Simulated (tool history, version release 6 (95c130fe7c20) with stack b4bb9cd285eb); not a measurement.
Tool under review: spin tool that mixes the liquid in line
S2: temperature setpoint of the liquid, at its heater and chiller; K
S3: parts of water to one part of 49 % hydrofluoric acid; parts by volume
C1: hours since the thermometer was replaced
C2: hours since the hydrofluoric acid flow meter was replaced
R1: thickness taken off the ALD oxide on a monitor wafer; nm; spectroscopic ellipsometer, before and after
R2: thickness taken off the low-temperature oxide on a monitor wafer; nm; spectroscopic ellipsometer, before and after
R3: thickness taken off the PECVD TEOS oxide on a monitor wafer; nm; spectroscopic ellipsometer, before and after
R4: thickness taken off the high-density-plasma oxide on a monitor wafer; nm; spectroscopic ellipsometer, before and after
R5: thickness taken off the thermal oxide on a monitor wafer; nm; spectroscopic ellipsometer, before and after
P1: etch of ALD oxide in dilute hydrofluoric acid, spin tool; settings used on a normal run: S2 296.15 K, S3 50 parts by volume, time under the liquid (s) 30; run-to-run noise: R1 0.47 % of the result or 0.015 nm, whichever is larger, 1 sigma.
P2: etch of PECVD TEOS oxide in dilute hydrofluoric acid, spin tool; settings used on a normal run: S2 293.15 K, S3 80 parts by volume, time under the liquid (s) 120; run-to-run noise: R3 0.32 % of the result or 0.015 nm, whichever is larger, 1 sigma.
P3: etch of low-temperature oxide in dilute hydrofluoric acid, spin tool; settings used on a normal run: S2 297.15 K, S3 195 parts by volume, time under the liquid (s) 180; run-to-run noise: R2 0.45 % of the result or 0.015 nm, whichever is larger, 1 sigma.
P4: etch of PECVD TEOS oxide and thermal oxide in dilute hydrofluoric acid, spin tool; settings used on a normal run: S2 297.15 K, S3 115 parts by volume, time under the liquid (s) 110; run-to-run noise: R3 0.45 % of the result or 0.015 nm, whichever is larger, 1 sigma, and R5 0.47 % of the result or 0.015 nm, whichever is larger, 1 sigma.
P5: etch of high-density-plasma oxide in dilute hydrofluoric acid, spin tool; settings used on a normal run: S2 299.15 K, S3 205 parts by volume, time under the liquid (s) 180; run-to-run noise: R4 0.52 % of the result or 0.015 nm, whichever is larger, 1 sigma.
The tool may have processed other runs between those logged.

{"run": 1, "hour": 9.6, "process that ran": "P1", "S2": 296.15, "S3": 50, "time under the liquid (s)": 30, "C1": 74.8, "C2": 1382.1, "R1": 19.931}
{"run": 2, "hour": 14.8, "process that ran": "P3", "S2": 304.65, "S3": 195, "time under the liquid (s)": 180, "C1": 80, "C2": 1387.3, "R2": 26.687}
{"run": 3, "hour": 23.3, "process that ran": "P3", "S2": 297.15, "S3": 355, "time under the liquid (s)": 180, "C1": 88.5, "C2": 1395.8, "R2": 9.536}
{"run": 4, "hour": 31.0, "process that ran": "P2", "S2": 293.15, "S3": 80, "time under the liquid (s)": 230, "C1": 96.2, "C2": 1403.5, "R3": 23.324}
{"run": 5, "hour": 39.0, "process that ran": "P5", "S2": 299.15, "S3": 205, "time under the liquid (s)": 180, "C1": 104.2, "C2": 1411.5, "R4": 4.2594}
{"run": 6, "hour": 44.4, "process that ran": "P1", "S2": 290.15, "S3": 50, "time under the liquid (s)": 30, "C1": 109.6, "C2": 1416.9, "R1": 15.412}
{"run": 7, "hour": 50.0, "process that ran": "P5", "S2": 302.65, "S3": 205, "time under the liquid (s)": 180, "C1": 115.2, "C2": 1422.5, "R4": 4.8222}
{"run": 8, "hour": 56.4, "process that ran": "P5", "S2": 299.15, "S3": 75, "time under the liquid (s)": 180, "C1": 121.6, "C2": 1428.9, "R4": 13.546}
{"run": 9, "hour": 65.0, "process that ran": "P3", "S2": 297.15, "S3": 195, "time under the liquid (s)": 35, "C1": 130.2, "C2": 1437.5, "R2": 3.991}
{"run": 10, "hour": 73.5, "process that ran": "P1", "S2": 296.15, "S3": 50, "time under the liquid (s)": 30, "C1": 138.7, "C2": 1446, "R1": 20.007}
{"run": 11, "hour": 79.3, "process that ran": "P1", "S2": 296.15, "S3": 75, "time under the liquid (s)": 60, "C1": 144.5, "C2": 1451.8, "R1": 25.894}
{"run": 12, "hour": 88.3, "process that ran": "P4", "S2": 297.15, "S3": 115, "time under the liquid (s)": 110, "C1": 153.5, "C2": 1460.8, "R3": 24.754, "R5": 4.316}
{"run": 13, "hour": 92.6, "process that ran": "P5", "S2": 299.15, "S3": 205, "time under the liquid (s)": 15, "C1": 157.8, "C2": 1465.1, "R4": 0.3407}
{"run": 14, "hour": 100.5, "process that ran": "P3", "S2": 297.15, "S3": 195, "time under the liquid (s)": 180, "C1": 165.7, "C2": 1473, "R2": 20.307}
{"run": 15, "hour": 108.4, "process that ran": "P1", "S2": 296.15, "S3": 50, "time under the liquid (s)": 30, "C1": 173.6, "C2": 1480.9, "R1": 20.079}
{"run": 16, "hour": 113.3, "process that ran": "P4", "S2": 297.15, "S3": 115, "time under the liquid (s)": 15, "C1": 178.5, "C2": 1485.8, "R3": 3.3751, "R5": 0.59666}
{"run": 17, "hour": 118.7, "process that ran": "P1", "S2": 296.15, "S3": 20, "time under the liquid (s)": 30, "C1": 183.9, "C2": 1491.2, "R1": 51.889}
{"run": 18, "hour": 127.1, "process that ran": "P1", "S2": 296.15, "S3": 50, "time under the liquid (s)": 30, "C1": 192.3, "C2": 1499.6, "R1": 20.097}
{"run": 19, "hour": 131.8, "process that ran": "P1", "S2": 296.15, "S3": 20, "time under the liquid (s)": 15, "C1": 197, "C2": 1504.3, "R1": 25.904}
{"run": 20, "hour": 141.7, "process that ran": "P4", "S2": 290.65, "S3": 115, "time under the liquid (s)": 110, "C1": 206.9, "C2": 1514.2, "R3": 19.259, "R5": 3.3438}
{"run": 21, "hour": 146.3, "process that ran": "P2", "S2": 297.65, "S3": 80, "time under the liquid (s)": 120, "C1": 211.5, "C2": 1518.8, "R3": 14.637}
{"run": 22, "hour": 156.2, "process that ran": "P1", "S2": 296.15, "S3": 90, "time under the liquid (s)": 30, "C1": 221.4, "C2": 1528.7, "R1": 10.578}
{"run": 23, "hour": 162.4, "process that ran": "P4", "S2": 297.15, "S3": 30, "time under the liquid (s)": 110, "C1": 227.6, "C2": 1534.9, "R3": 105.79, "R5": 18.462}
{"run": 24, "hour": 171.8, "process that ran": "P2", "S2": 293.15, "S3": 30, "time under the liquid (s)": 120, "C1": 237, "C2": 1544.3, "R3": 34.374}
{"run": 25, "hour": 179.6, "process that ran": "P5", "S2": 299.15, "S3": 205, "time under the liquid (s)": 180, "C1": 244.8, "C2": 1552.1, "R4": 4.2563}
{"run": 26, "hour": 185.7, "process that ran": "P1", "S2": 296.15, "S3": 50, "time under the liquid (s)": 55, "C1": 250.9, "C2": 1558.2, "R1": 36.442}
{"run": 27, "hour": 195.1, "process that ran": "P1", "S2": 296.15, "S3": 50, "time under the liquid (s)": 30, "C1": 260.3, "C2": 1567.6, "R1": 19.976}
{"run": 28, "hour": 204.1, "process that ran": "P2", "S2": 293.15, "S3": 80, "time under the liquid (s)": 120, "C1": 269.3, "C2": 1576.6, "R3": 12.211}
{"run": 29, "hour": 209.2, "process that ran": "P1", "S2": 296.15, "S3": 50, "time under the liquid (s)": 15, "C1": 274.4, "C2": 1581.7, "R1": 10.048}
{"run": 30, "hour": 219.2, "process that ran": "P1", "S2": 301.15, "S3": 50, "time under the liquid (s)": 30, "C1": 284.4, "C2": 1591.7, "R1": 24.391}
{"run": 31, "hour": 226.3, "process that ran": "P3", "S2": 297.15, "S3": 195, "time under the liquid (s)": 180, "C1": 291.5, "C2": 1598.8, "R2": 20.313}
{"run": 32, "hour": 234.5, "process that ran": "P4", "S2": 297.15, "S3": 115, "time under the liquid (s)": 110, "C1": 299.7, "C2": 1607, "R3": 24.759, "R5": 4.3111}
{"run": 33, "hour": 239.0, "process that ran": "P1", "S2": 296.15, "S3": 50, "time under the liquid (s)": 30, "C1": 304.2, "C2": 1611.5, "R1": 20.106}
{"run": 34, "hour": 244.1, "process that ran": "P1", "S2": 296.15, "S3": 50, "time under the liquid (s)": 30, "C1": 309.3, "C2": 1616.6, "R1": 19.227}
{"run": 35, "hour": 250.0, "process that ran": "P1", "S2": 296.15, "S3": 50, "time under the liquid (s)": 30, "C1": 315.2, "C2": 1622.5, "R1": 19.046}
{"run": 36, "hour": 255.7, "process that ran": "P1", "S2": 296.15, "S3": 50, "time under the liquid (s)": 30, "C1": 320.9, "C2": 1628.2, "R1": 18.656}
{"run": 37, "hour": 261.9, "process that ran": "P1", "S2": 296.15, "S3": 50, "time under the liquid (s)": 30, "C1": 327.1, "C2": 1634.4, "R1": 18.715}
{"run": 38, "hour": 269.2, "process that ran": "P1", "S2": 296.15, "S3": 50, "time under the liquid (s)": 30, "C1": 334.4, "C2": 1641.7, "R1": 18.463}
{"run": 39, "hour": 279.0, "process that ran": "P1", "S2": 296.15, "S3": 50, "time under the liquid (s)": 30, "C1": 344.2, "C2": 1651.5, "R1": 18.415}

Compared with where it was, what P1 gives has crept away. Each cause listed below fits the log as well as the rest, at the size given for it:
A: liquid colder than its thermometer reads (K) = 1.93
B: hydrofluoric acid flow below the setpoint (%) = 7.26
The creep began at about hour 239.

Below are 4 check runs, each on a single wafer, with their results shown as question marks. Which of them would tell the listed causes apart, meaning the causes would give clearly different results under it?
{"run": "check 1", "hour": 288.8, "process that ran": "P2", "S2": 293.15, "S3": 80, "time under the liquid (s)": 230, "R3": "?"}
{"run": "check 2", "hour": 288.8, "process that ran": "P3", "S2": 304.15, "S3": 335, "time under the liquid (s)": 180, "R2": "?"}
{"run": "check 3", "hour": 288.8, "process that ran": "P4", "S2": 297.15, "S3": 115, "time under the liquid (s)": 15, "R3": "?", "R5": "?"}
{"run": "check 4", "hour": 288.8, "process that ran": "P5", "S2": 299.15, "S3": 75, "time under the liquid (s)": 80, "R4": "?"}

What each check would give under each cause:
check=check_1 result=R3 if_A=21.54 if_B=21.507
check=check_2 result=R2 if_A=12.144 if_B=11.637
check=check_3 result=R3 if_A=3.1391 if_B=3.1086
check=check_3 result=R5 if_A=0.54515 if_B=0.53985
check=check_4 result=R4 if_A=5.5916 if_B=5.5584
Per check, the gap between the least separated pair of causes, taken in the result that splits them most: check 1 0.15 %; check 2 4.26 %; check 3 0.98 %; check 4 0.6 %
Of the check runs offered, only check 2 discriminates between the causes; the rest would read about the same regardless of which cause applies.

After running check 2, the following was obtained: R2 11.62 nm. Which cause does this point to?

Of the candidate causes, it is B: hydrofluoric acid flow below the setpoint (%).

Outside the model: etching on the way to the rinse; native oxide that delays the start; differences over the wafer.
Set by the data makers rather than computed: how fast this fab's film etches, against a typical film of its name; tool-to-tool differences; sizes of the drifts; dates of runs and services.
